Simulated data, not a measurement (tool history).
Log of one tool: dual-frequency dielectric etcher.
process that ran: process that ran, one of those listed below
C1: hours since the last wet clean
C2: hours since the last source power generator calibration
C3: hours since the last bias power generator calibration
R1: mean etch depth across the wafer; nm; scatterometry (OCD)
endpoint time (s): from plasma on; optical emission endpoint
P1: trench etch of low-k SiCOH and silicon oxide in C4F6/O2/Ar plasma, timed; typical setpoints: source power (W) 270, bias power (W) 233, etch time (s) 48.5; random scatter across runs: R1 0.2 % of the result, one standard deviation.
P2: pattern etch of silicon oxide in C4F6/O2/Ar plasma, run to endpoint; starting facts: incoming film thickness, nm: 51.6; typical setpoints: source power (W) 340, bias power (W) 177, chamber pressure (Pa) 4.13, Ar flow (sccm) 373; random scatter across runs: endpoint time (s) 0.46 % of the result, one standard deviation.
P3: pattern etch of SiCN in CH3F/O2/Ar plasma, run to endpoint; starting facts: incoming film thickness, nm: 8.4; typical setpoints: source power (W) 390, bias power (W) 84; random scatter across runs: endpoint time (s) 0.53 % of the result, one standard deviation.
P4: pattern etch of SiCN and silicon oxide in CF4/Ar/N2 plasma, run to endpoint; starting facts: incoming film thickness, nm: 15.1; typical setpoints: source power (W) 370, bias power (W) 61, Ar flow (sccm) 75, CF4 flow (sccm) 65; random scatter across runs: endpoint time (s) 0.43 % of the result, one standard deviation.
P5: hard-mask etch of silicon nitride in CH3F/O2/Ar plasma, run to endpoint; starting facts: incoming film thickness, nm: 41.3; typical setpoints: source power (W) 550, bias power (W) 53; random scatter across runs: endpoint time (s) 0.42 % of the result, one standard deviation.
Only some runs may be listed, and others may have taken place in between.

Run 1, hour 10.8: process that ran P1, source power (W) 270, bias power (W) 233, etch time (s) 48.5; C1 154.8; C2 1342.8; C3 1208.6. Result: R1 149.210 nm.
Run 2, hour 20.3: process that ran P2, source power (W) 340, bias power (W) 177, chamber pressure (Pa) 4.13, Ar flow (sccm) 373; C1 164.3; C2 1352.3; C3 1218.1. Result: endpoint time (s) 18.746.
Run 3, hour 33.0: process that ran P5, source power (W) 550, bias power (W) 33; C1 177.0; C2 1365.0; C3 1230.8. Result: endpoint time (s) 67.420.
Run 4, hour 42.5: process that ran P1, source power (W) 370, bias power (W) 233, etch time (s) 32.5; C1 186.5; C2 1374.5; C3 1240.3. Result: R1 113.120 nm.
Run 5, hour 60.2: process that ran P3, source power (W) 390, bias power (W) 84; C1 204.2; C2 1392.2; C3 1258.0. Result: endpoint time (s) 21.135.
Run 6, hour 73.8: process that ran P2, source power (W) 340, bias power (W) 104, chamber pressure (Pa) 4.13, Ar flow (sccm) 373; C1 217.8; C2 1405.8; C3 1271.6. Result: endpoint time (s) 21.802.
Run 7, hour 88.1: process that ran P4, source power (W) 370, bias power (W) 61, Ar flow (sccm) 75, CF4 flow (sccm) 38; C1 232.1; C2 1420.1; C3 1285.9. Result: endpoint time (s) 22.478.
Run 8, hour 105.0: process that ran P2, source power (W) 440, bias power (W) 177, chamber pressure (Pa) 4.13, Ar flow (sccm) 373; C1 249.0; C2 1437.0; C3 1302.8. Result: endpoint time (s) 17.045.
Run 9, hour 119.5: process that ran P1, source power (W) 270, bias power (W) 233, etch time (s) 48.5; C1 263.5; C2 1451.5; C3 1317.3. Result: R1 149.580 nm.
Run 10, hour 134.7: process that ran P4, source power (W) 370, bias power (W) 61, Ar flow (sccm) 75, CF4 flow (sccm) 65; C1 278.7; C2 1466.7; C3 1332.5. Result: endpoint time (s) 20.873.
Run 11, hour 142.9: process that ran P1, source power (W) 360, bias power (W) 233, etch time (s) 48.5; C1 286.9; C2 1474.9; C3 1340.7. Result: R1 166.370 nm.
Run 12, hour 158.4: process that ran P2, source power (W) 340, bias power (W) 177, chamber pressure (Pa) 4.13, Ar flow (sccm) 373; C1 302.4; C2 1490.4; C3 1356.2. Result: endpoint time (s) 18.493.
Run 13, hour 168.1: process that ran P1, source power (W) 270, bias power (W) 233, etch time (s) 48.5; C1 312.1; C2 1500.1; C3 1365.9. Result: R1 149.420 nm.
Run 14, hour 180.4: process that ran P1, source power (W) 270, bias power (W) 320, etch time (s) 32.0; C1 324.4; C2 1512.4; C3 1378.2. Result: R1 110.030 nm.
Run 15, hour 195.4: process that ran P4, source power (W) 370, bias power (W) 61, Ar flow (sccm) 75, CF4 flow (sccm) 65; C1 339.4; C2 1527.4; C3 1393.2. Result: endpoint time (s) 20.852.
Run 16, hour 209.5: process that ran P5, source power (W) 700, bias power (W) 53; C1 353.5; C2 1541.5; C3 1407.3. Result: endpoint time (s) 53.768.
Run 17, hour 218.1: process that ran P1, source power (W) 270, bias power (W) 288, etch time (s) 48.5; C1 362.1; C2 1550.1; C3 1415.9. Result: R1 160.610 nm.
Run 18, hour 233.1: process that ran P5, source power (W) 550, bias power (W) 53; C1 377.1; C2 1565.1; C3 1430.9. Result: endpoint time (s) 58.510.
Run 19, hour 241.5: process that ran P1, source power (W) 270, bias power (W) 233, etch time (s) 48.5; C1 385.5; C2 1573.5; C3 1439.3. Result: R1 148.850 nm.
Run 20, hour 257.4: process that ran P1, source power (W) 270, bias power (W) 178, etch time (s) 48.5; C1 401.4; C2 1589.4; C3 1455.2. Result: R1 136.220 nm.
Run 21, hour 267.1: process that ran P4, source power (W) 370, bias power (W) 61, Ar flow (sccm) 53, CF4 flow (sccm) 65; C1 411.1; C2 1599.1; C3 1464.9. Result: endpoint time (s) 19.815.
Run 22, hour 281.1: process that ran P3, source power (W) 390, bias power (W) 53; C1 425.1; C2 1613.1; C3 1478.9. Result: endpoint time (s) 24.573.
Run 23, hour 296.8: process that ran P2, source power (W) 340, bias power (W) 177, chamber pressure (Pa) 4.13, Ar flow (sccm) 474; C1 440.8; C2 1628.8; C3 1494.6. Result: endpoint time (s) 18.991.
Run 24, hour 308.6: process that ran P1, source power (W) 270, bias power (W) 233, etch time (s) 48.5; C1 452.6; C2 1640.6; C3 1506.4. Result: R1 149.290 nm.
Run 25, hour 320.6: process that ran P1, source power (W) 270, bias power (W) 233, etch time (s) 61.0; C1 464.6; C2 1652.6; C3 1518.4. Result: R1 187.420 nm.
Run 26, hour 329.5: process that ran P1, source power (W) 270, bias power (W) 322, etch time (s) 32.5; C1 473.5; C2 1661.5; C3 1527.3. Result: R1 112.050 nm.
Run 27, hour 345.6: process that ran P3, source power (W) 270, bias power (W) 84; C1 489.6; C2 1677.6; C3 1543.4. Result: endpoint time (s) 24.186.
Run 28, hour 355.5: process that ran P4, source power (W) 370, bias power (W) 81, Ar flow (sccm) 75, CF4 flow (sccm) 65; C1 499.5; C2 1687.5; C3 1553.3. Result: endpoint time (s) 18.856.
Run 29, hour 371.3: process that ran P1, source power (W) 270, bias power (W) 233, etch time (s) 48.5; C1 515.3; C2 1703.3; C3 1569.1. Result: R1 149.310 nm.
Run 30, hour 384.9: process that ran P4, source power (W) 500, bias power (W) 61, Ar flow (sccm) 75, CF4 flow (sccm) 65; C1 528.9; C2 1716.9; C3 1582.7. Result: endpoint time (s) 15.874.
Run 31, hour 393.6: process that ran P1, source power (W) 210, bias power (W) 233, etch time (s) 48.5; C1 537.6; C2 1725.6; C3 1591.4. Result: R1 135.290 nm.
Run 32, hour 402.4: process that ran P1, source power (W) 270, bias power (W) 233, etch time (s) 27.5; C1 546.4; C2 1734.4; C3 1600.2. Result: R1 84.529 nm.
Run 33, hour 420.1: process that ran P2, source power (W) 340, bias power (W) 177, chamber pressure (Pa) 5.13, Ar flow (sccm) 373; C1 564.1; C2 1752.1; C3 1617.9. Result: endpoint time (s) 19.278.
Run 34, hour 430.6: process that ran P1, source power (W) 270, bias power (W) 233, etch time (s) 48.5; C1 574.6; C2 1762.6; C3 1628.4. Result: R1 148.740 nm.
Run 35, hour 447.9: process that ran P1, source power (W) 270, bias power (W) 233, etch time (s) 48.5; C1 591.9; C2 1779.9; C3 1645.7. Result: R1 147.580 nm.
Run 36, hour 457.4: process that ran P1, source power (W) 270, bias power (W) 233, etch time (s) 48.5; C1 601.4; C2 1789.4; C3 1655.2. Result: R1 147.590 nm.
Run 37, hour 474.8: process that ran P1, source power (W) 270, bias power (W) 233, etch time (s) 48.5; C1 618.8; C2 1806.8; C3 1672.6. Result: R1 147.630 nm.
Run 38, hour 483.9: process that ran P1, source power (W) 270, bias power (W) 233, etch time (s) 48.5; C1 627.9; C2 1815.9; C3 1681.7. Result: R1 147.250 nm.
At hour 489.7: wet clean of the chamber.
Run 39, hour 491.6: process that ran P1, source power (W) 270, bias power (W) 233, etch time (s) 48.5; C1 2.0; C2 1823.6; C3 1689.4. Result: R1 146.680 nm.
Run 40, hour 507.7: process that ran P1, source power (W) 270, bias power (W) 233, etch time (s) 48.5; C1 18.1; C2 1839.7; C3 1705.5. Result: R1 146.990 nm.
Run 41, hour 518.4: process that ran P1, source power (W) 270, bias power (W) 233, etch time (s) 48.5; C1 28.8; C2 1850.4; C3 1716.2. Result: R1 147.220 nm.
Run 42, hour 529.4: process that ran P1, source power (W) 270, bias power (W) 233, etch time (s) 48.5; C1 39.8; C2 1861.4; C3 1727.2. Result: R1 146.940 nm.
Run 43, hour 544.1: process that ran P1, source power (W) 270, bias power (W) 233, etch time (s) 48.5; C1 54.5; C2 1876.1; C3 1741.9. Result: R1 146.890 nm.
Run 44, hour 554.8: process that ran P1, source power (W) 270, bias power (W) 233, etch time (s) 48.5; C1 65.2; C2 1886.8; C3 1752.6. Result: R1 146.930 nm.

What P1 gives has crept away from where it was. These 2 causes fit the log equally well, each at the size given:
A: bias power that arrives under what is set, % = 4.32
B: source power that arrives under what is set, % = 3.87
The gradual shift began around hour 430.6.
The rest of the possible causes, and what rules out each one:
chamber walls in a state that lowers the etch rate, %: serviced after onset, at hour 489.7, with no recovery of the prior output

Each of the check runs listed below is run on 3 wafers and reports their average, with the results left as question marks. Pick the one under which the possible causes would lead to clearly different results.
Run check 1, hour 565.5: process that ran P3, source power (W) 390, bias power (W) 84. Result: endpoint time (s) ?.
Run check 2, hour 565.5: process that ran P4, source power (W) 370, bias power (W) 61, Ar flow (sccm) 75, CF4 flow (sccm) 65. Result: endpoint time (s) ?.
Run check 3, hour 565.5: process that ran P2, source power (W) 340, bias power (W) 177, chamber pressure (Pa) 4.13, Ar flow (sccm) 373. Result: endpoint time (s) ?.
Run check 4, hour 565.5: process that ran P5, source power (W) 550, bias power (W) 53. Result: endpoint time (s) ?.

Outcome of each check run for each possible cause:
  check             result    if A    if B
check 1  endpoint time (s)  21.335  21.305
check 2  endpoint time (s)  21.127  21.575
check 3  endpoint time (s)  18.950  18.975
check 4  endpoint time (s)  59.565  59.677
Gap, in per cent, between the two causes that each check separates least, read from the result that separates them most: check 1 0.14 %; check 2 2.1 %; check 3 0.13 %; check 4 0.19 %
Check 2 tells the causes apart: in the others they would give nearly the same result.

Check 2 was then run and gave: endpoint time (s) 21.640. Which cause is it?

It was cause B: source power that arrives under what is set, %.
